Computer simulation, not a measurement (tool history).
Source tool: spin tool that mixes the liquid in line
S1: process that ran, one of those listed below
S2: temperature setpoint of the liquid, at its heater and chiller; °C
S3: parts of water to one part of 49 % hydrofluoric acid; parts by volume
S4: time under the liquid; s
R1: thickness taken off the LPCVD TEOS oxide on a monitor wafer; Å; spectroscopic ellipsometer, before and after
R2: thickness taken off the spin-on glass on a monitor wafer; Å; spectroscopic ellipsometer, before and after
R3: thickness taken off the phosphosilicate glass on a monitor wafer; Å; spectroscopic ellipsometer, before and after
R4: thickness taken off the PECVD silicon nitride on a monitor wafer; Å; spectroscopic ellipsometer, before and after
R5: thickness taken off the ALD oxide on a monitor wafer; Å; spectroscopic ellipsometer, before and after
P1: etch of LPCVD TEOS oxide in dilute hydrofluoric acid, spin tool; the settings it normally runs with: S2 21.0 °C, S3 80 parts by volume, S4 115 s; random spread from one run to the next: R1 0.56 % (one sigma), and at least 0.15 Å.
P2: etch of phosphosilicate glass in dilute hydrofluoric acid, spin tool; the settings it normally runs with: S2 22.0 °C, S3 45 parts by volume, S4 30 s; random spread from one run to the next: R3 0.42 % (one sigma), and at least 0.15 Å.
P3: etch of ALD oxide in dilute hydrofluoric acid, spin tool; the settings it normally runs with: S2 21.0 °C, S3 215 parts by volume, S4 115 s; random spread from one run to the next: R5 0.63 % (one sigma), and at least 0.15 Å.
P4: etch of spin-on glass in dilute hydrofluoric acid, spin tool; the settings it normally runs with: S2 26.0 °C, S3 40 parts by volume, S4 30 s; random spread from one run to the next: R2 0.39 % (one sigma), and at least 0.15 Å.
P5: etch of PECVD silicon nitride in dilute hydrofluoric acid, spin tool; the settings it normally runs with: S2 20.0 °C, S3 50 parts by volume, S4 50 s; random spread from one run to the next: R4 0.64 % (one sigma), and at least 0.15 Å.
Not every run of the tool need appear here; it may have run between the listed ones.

{"run": 1, "day": 0.367, "S1": "P1", "S2": 21.0, "S3": 80, "S4": 115, "R1": 453.26}
{"run": 2, "day": 0.829, "S1": "P4", "S2": 26.0, "S3": 70, "S4": 30, "R2": 172.21}
{"run": 3, "day": 1.121, "S1": "P1", "S2": 21.0, "S3": 80, "S4": 115, "R1": 448.44}
{"run": 4, "day": 1.575, "S1": "P1", "S2": 21.0, "S3": 80, "S4": 115, "R1": 452.38}
{"run": 5, "day": 2.033, "S1": "P1", "S2": 21.0, "S3": 80, "S4": 165, "R1": 649.25}
{"run": 6, "day": 2.283, "S1": "P2", "S2": 22.0, "S3": 70, "S4": 30, "R3": 603.04}
{"run": 7, "day": 2.575, "S1": "P5", "S2": 20.0, "S3": 50, "S4": 50, "R4": 42.257}
{"day": 2.804, "done": "thermometer replaced"}
{"run": 8, "day": 2.838, "S1": "P1", "S2": 27.0, "S3": 80, "S4": 20, "R1": 99.676}
{"run": 9, "day": 3.071, "S1": "P5", "S2": 17.0, "S3": 50, "S4": 50, "R4": 34.67}
{"run": 10, "day": 3.421, "S1": "P1", "S2": 21.0, "S3": 80, "S4": 115, "R1": 451.25}
{"run": 11, "day": 3.746, "S1": "P1", "S2": 17.0, "S3": 110, "S4": 115, "R1": 268.47}
{"run": 12, "day": 4.117, "S1": "P2", "S2": 28.0, "S3": 45, "S4": 30, "R3": 1233.8}
{"run": 13, "day": 4.592, "S1": "P1", "S2": 21.0, "S3": 80, "S4": 115, "R1": 448.88}
{"run": 14, "day": 4.996, "S1": "P1", "S2": 17.0, "S3": 80, "S4": 115, "R1": 377.74}
{"run": 15, "day": 5.446, "S1": "P2", "S2": 22.0, "S3": 45, "S4": 65, "R3": 2116.4}
{"run": 16, "day": 5.746, "S1": "P1", "S2": 21.0, "S3": 135, "S4": 115, "R1": 248.82}
{"run": 17, "day": 6.025, "S1": "P2", "S2": 22.0, "S3": 45, "S4": 30, "R3": 970.89}
{"run": 18, "day": 6.496, "S1": "P3", "S2": 26.5, "S3": 215, "S4": 115, "R5": 50.886}
{"run": 19, "day": 6.929, "S1": "P4", "S2": 26.0, "S3": 40, "S4": 30, "R2": 312.84}
{"run": 20, "day": 7.246, "S1": "P4", "S2": 26.0, "S3": 40, "S4": 55, "R2": 579.53}
{"run": 21, "day": 7.592, "S1": "P1", "S2": 21.0, "S3": 80, "S4": 115, "R1": 454.77}
{"run": 22, "day": 8.021, "S1": "P4", "S2": 18.0, "S3": 40, "S4": 30, "R2": 225.49}
{"run": 23, "day": 8.346, "S1": "P1", "S2": 21.0, "S3": 140, "S4": 15, "R1": 31.181}
{"run": 24, "day": 8.629, "S1": "P3", "S2": 21.0, "S3": 215, "S4": 15, "R5": 5.4456}
{"run": 25, "day": 9.075, "S1": "P2", "S2": 22.0, "S3": 45, "S4": 30, "R3": 969.74}
{"run": 26, "day": 9.3, "S1": "P1", "S2": 21.0, "S3": 80, "S4": 65, "R1": 255.18}
{"run": 27, "day": 9.629, "S1": "P1", "S2": 24.5, "S3": 80, "S4": 115, "R1": 525.19}
{"run": 28, "day": 9.879, "S1": "P1", "S2": 21.0, "S3": 30, "S4": 115, "R1": 1274.3}
{"run": 29, "day": 10.254, "S1": "P5", "S2": 20.0, "S3": 50, "S4": 90, "R4": 76.197}
{"run": 30, "day": 10.671, "S1": "P5", "S2": 20.0, "S3": 80, "S4": 50, "R4": 27.187}
{"run": 31, "day": 11.004, "S1": "P3", "S2": 21.0, "S3": 70, "S4": 115, "R5": 151.75}
{"run": 32, "day": 11.438, "S1": "P3", "S2": 21.0, "S3": 215, "S4": 115, "R5": 42.408}
{"run": 33, "day": 11.746, "S1": "P1", "S2": 21.0, "S3": 80, "S4": 115, "R1": 452.67}
{"run": 34, "day": 12.121, "S1": "P1", "S2": 21.0, "S3": 80, "S4": 115, "R1": 433.58}
{"run": 35, "day": 12.583, "S1": "P1", "S2": 21.0, "S3": 80, "S4": 115, "R1": 419.09}
{"run": 36, "day": 13.054, "S1": "P1", "S2": 21.0, "S3": 80, "S4": 115, "R1": 421.34}
{"run": 37, "day": 13.292, "S1": "P1", "S2": 21.0, "S3": 80, "S4": 115, "R1": 414.5}
{"run": 38, "day": 13.517, "S1": "P1", "S2": 21.0, "S3": 80, "S4": 115, "R1": 412.68}
{"run": 39, "day": 13.892, "S1": "P1", "S2": 21.0, "S3": 80, "S4": 115, "R1": 408.87}
{"run": 40, "day": 14.208, "S1": "P1", "S2": 21.0, "S3": 80, "S4": 115, "R1": 410.3}
{"run": 41, "day": 14.617, "S1": "P1", "S2": 21.0, "S3": 80, "S4": 115, "R1": 410.06}
{"run": 42, "day": 14.875, "S1": "P1", "S2": 21.0, "S3": 80, "S4": 115, "R1": 411.79}

P1 has crept away from where it was. The log is fitted equally well by each of these 2 causes, at the sizes shown:
A: liquid colder than its thermometer reads (K) = 2.24
B: hydrofluoric acid flow below the setpoint (%) = 8.12
The gradual shift began around day 11.746.

Listed below are the offered check runs, one wafer per run, with question marks in place of results. For which of them would the causes give clearly different outcomes?
{"run": "check 1", "day": 15.133, "S1": "P5", "S2": 20.0, "S3": 50, "S4": 50, "R4": "?"}
{"run": "check 2", "day": 15.133, "S1": "P4", "S2": 26.0, "S3": 40, "S4": 30, "R2": "?"}
{"run": "check 3", "day": 15.133, "S1": "P3", "S2": 21.0, "S3": 215, "S4": 115, "R5": "?"}
{"run": "check 4", "day": 15.133, "S1": "P2", "S2": 22.0, "S3": 45, "S4": 30, "R3": "?"}

What every check run would give for each of its results, assuming each possible cause in turn:
check=check_1 result=R4 if_A=36.271 if_B=39.078
check=check_2 result=R2 if_A=286.18 if_B=286.91
check=check_3 result=R5 if_A=38.5700 if_B=37.9040
check=check_4 result=R3 if_A=881.91 if_B=886.37
Per-check spread between the two closest causes, in the result where they differ most: check 1 7.45 %; check 2 0.25 %; check 3 1.74 %; check 4 0.5 %
Of the check runs offered, only check 1 discriminates between the causes; the rest would read about the same regardless of which cause applies.

Check 1 was carried out, with these results: R4 39.220 Å. Which of the listed causes is responsible?

The correct cause is B, namely: hydrofluoric acid flow below the setpoint (%).
